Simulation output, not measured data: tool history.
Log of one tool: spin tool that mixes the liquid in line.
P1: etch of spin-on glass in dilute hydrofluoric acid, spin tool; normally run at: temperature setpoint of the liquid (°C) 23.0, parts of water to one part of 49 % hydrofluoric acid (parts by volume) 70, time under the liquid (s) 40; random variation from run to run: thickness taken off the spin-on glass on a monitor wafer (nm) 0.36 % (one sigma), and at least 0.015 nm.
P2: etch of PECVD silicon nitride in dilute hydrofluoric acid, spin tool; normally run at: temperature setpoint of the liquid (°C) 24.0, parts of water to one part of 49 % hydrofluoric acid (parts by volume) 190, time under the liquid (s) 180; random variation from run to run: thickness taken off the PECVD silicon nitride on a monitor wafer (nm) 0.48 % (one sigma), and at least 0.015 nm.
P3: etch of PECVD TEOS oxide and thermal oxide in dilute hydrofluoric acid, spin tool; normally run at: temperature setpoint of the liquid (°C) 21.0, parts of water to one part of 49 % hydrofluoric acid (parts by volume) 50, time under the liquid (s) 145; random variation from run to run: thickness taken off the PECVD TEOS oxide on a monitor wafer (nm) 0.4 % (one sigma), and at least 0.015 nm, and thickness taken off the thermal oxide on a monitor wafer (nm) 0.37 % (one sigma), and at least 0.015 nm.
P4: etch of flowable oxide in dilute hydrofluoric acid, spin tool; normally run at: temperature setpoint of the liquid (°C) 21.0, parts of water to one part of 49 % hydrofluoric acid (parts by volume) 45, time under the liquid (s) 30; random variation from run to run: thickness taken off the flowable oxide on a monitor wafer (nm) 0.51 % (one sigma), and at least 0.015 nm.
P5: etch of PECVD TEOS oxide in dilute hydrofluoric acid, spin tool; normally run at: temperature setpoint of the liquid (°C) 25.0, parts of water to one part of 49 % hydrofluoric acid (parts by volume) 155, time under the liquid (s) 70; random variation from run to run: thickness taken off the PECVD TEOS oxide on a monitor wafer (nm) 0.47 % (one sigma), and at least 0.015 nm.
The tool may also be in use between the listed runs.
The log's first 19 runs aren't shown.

| run | hour | process that ran | temperature setpoint of the liquid (°C) | parts of water to one part of 49 % hydrofluoric acid (parts by volume) | time under the liquid (s) | hours since the thermometer was replaced | hours since the hydrofluoric acid flow meter was replaced | thickness taken off the spin-on glass on a monitor wafer (nm) | thickness taken off the PECVD TEOS oxide on a monitor wafer (nm) | thickness taken off the flowable oxide on a monitor wafer (nm) | thickness taken off the thermal oxide on a monitor wafer (nm) | thickness taken off the PECVD silicon nitride on a monitor wafer (nm) |
|---|---|---|---|---|---|---|---|---|---|---|---|---|
| 20 | 100.7 | P1 | 23.0 | 70 | 40 | 1753.7 | 1073.9 | 25.1060 |  |  |  |  |
| 21 | 107.8 | P4 | 26.5 | 45 | 30 | 1760.8 | 1081.0 |  |  | 23.530 |  |  |
| 22 | 113.0 | P5 | 25.0 | 155 | 70 | 1766.0 | 1086.2 |  | 4.7118 |  |  |  |
| 23 | 119.3 | P2 | 19.5 | 190 | 180 | 1772.3 | 1092.5 |  |  |  |  | 4.2156 |
| 24 | 124.0 | P1 | 23.0 | 70 | 15 | 1777.0 | 1097.2 | 9.3962 |  |  |  |  |
| 25 | 128.7 | P2 | 24.0 | 190 | 180 | 1781.7 | 1101.9 |  |  |  |  | 5.6843 |
| 26 | 135.1 | P2 | 24.0 | 350 | 180 | 1788.1 | 1108.3 |  |  |  |  | 3.0949 |
| 27 | 139.4 | P1 | 31.5 | 70 | 40 | 1792.4 | 1112.6 | 35.0290 |  |  |  |  |
| 28 | 143.8 | P1 | 17.0 | 70 | 40 | 1796.8 | 1117.0 | 19.4070 |  |  |  |  |

Run 29 comes next. What will it give?
| 29 | 151.0 | P3 | 21.0 | 50 | 145 | 1804.0 | 1124.2 |  | ? |  | ? |  |

Run 29 gave thickness taken off the PECVD TEOS oxide on a monitor wafer (nm) 42.7820, thickness taken off the thermal oxide on a monitor wafer (nm) 12.9690.
